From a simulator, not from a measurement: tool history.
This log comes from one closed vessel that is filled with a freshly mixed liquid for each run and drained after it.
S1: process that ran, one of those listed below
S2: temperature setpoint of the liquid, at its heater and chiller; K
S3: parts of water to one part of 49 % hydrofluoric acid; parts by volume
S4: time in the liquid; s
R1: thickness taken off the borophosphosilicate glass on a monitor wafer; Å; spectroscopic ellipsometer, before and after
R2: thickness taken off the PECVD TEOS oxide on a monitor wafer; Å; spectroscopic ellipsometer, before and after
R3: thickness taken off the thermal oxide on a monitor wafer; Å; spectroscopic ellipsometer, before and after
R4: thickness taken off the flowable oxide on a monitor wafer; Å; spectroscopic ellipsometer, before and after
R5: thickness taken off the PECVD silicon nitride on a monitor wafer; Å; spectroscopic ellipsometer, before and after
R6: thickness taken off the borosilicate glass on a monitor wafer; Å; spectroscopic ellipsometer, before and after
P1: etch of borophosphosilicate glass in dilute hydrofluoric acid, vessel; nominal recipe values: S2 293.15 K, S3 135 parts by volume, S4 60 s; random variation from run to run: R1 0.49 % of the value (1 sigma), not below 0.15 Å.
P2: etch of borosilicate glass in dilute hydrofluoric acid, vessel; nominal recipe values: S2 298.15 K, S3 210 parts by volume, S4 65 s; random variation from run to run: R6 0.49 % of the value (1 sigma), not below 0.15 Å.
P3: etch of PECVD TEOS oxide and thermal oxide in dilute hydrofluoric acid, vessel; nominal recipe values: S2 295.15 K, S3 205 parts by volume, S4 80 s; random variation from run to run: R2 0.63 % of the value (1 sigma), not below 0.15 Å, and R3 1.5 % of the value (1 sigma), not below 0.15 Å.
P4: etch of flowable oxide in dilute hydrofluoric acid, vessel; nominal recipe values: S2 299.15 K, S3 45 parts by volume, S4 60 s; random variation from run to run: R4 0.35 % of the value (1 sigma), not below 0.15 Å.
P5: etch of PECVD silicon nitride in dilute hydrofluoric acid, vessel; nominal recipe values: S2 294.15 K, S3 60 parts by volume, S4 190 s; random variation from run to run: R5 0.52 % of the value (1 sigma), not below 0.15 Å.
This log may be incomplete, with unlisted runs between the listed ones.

run	hour	S1	S2	S3	S4	R1	R2	R3	R4	R5	R6
1	16.2	P1	293.15	135	60	152.260					
2	25.5	P1	293.15	135	60	154.430					
3	37.5	P1	293.15	135	30	76.497					
4	51.6	P3	291.15	205	80		40.451	13.7580			
5	60.8	P4	307.15	45	60				799.72		
6	74.9	P1	290.15	215	60	79.558					
7	90.8	P1	290.15	135	60	135.530					
8	100.0	P3	295.15	45	80		262.280	84.2000			
9	117.2	P3	295.15	205	30		18.098	5.5702			
# hour 120.0: hydrofluoric acid flow meter replaced
10	125.1	P1	293.15	135	100	254.380					
11	137.0	P1	293.15	215	60	88.985					
12	150.7	P1	293.15	135	60	153.140					
13	159.8	P5	294.15	30	190					89.439	
14	172.7	P1	293.15	135	60	154.780					
15	182.5	P1	293.15	80	60	276.680					
16	191.4	P2	298.15	210	115						124.150
17	200.4	P2	298.15	210	65						70.486
18	211.6	P2	298.15	380	65						32.622
19	223.0	P3	295.15	205	80		47.271	16.1070			
20	233.1	P4	299.15	45	60				583.67		
21	247.5	P5	294.15	60	190					45.463	
22	262.6	P2	304.65	210	65						88.816
23	271.4	P1	300.15	230	60	105.410					
24	284.3	P4	299.15	45	60				585.75		
25	298.6	P5	290.15	60	190					34.954	
26	310.7	P4	299.15	45	30				291.22		
27	323.2	P1	293.15	135	60	153.400					
28	332.2	P4	299.15	65	60				393.37		
29	344.4	P5	294.15	60	90					21.935	
30	355.5	P1	293.15	135	60	152.720					
31	366.4	P1	301.15	135	60	206.870					
32	376.4	P1	293.15	135	60	151.650					
33	391.8	P1	293.15	190	30	51.316					
34	399.7	P1	293.15	135	60	154.730					
35	408.3	P1	293.15	135	60	150.770					
36	423.8	P1	293.15	135	60	146.020					
37	435.3	P1	293.15	135	60	145.350					
38	452.2	P1	293.15	135	60	143.320					
39	468.7	P1	293.15	135	60	142.580					
40	479.8	P1	293.15	135	60	143.660					
41	492.6	P1	293.15	135	60	143.620					

The output of P1 has drifted from where it used to be. Each of the 2 causes below, taken at the size shown beside it, accounts for the log equally well:
A: liquid colder than its thermometer reads (K) = 1.67
B: hydrofluoric acid flow below the setpoint (%) = 5.7
The onset of the drift is placed at about hour 399.7.

Consider the 4 single-wafer check runs listed below, results given as question marks: which one distinguishes between the causes by giving clearly different results for each?
check 1	505.4	P5	294.15	60	190					?	
check 2	505.4	P4	299.15	45	60				?		
check 3	505.4	P2	298.15	210	65						?
check 4	505.4	P3	295.15	205	80		?	?			

Outcome of each check run for each possible cause:
check	result	if A	if B
check 1	R5	40.999	43.449
check 2	R4	544.89	548.11
check 3	R6	66.301	65.565
check 4	R2	44.421	44.076
check 4	R3	14.7000	14.5860
Gap, in per cent, between the two causes that each check separates least, read from the result that separates them most: check 1 5.8 %; check 2 0.59 %; check 3 1.12 %; check 4 0.78 %
Only check 1 tells the causes apart: in the others they would give nearly the same result.

Here is what check 1 returned: R5 43.399 Å. Which cause is it?

Of the candidate causes, it is B: hydrofluoric acid flow below the setpoint (%).

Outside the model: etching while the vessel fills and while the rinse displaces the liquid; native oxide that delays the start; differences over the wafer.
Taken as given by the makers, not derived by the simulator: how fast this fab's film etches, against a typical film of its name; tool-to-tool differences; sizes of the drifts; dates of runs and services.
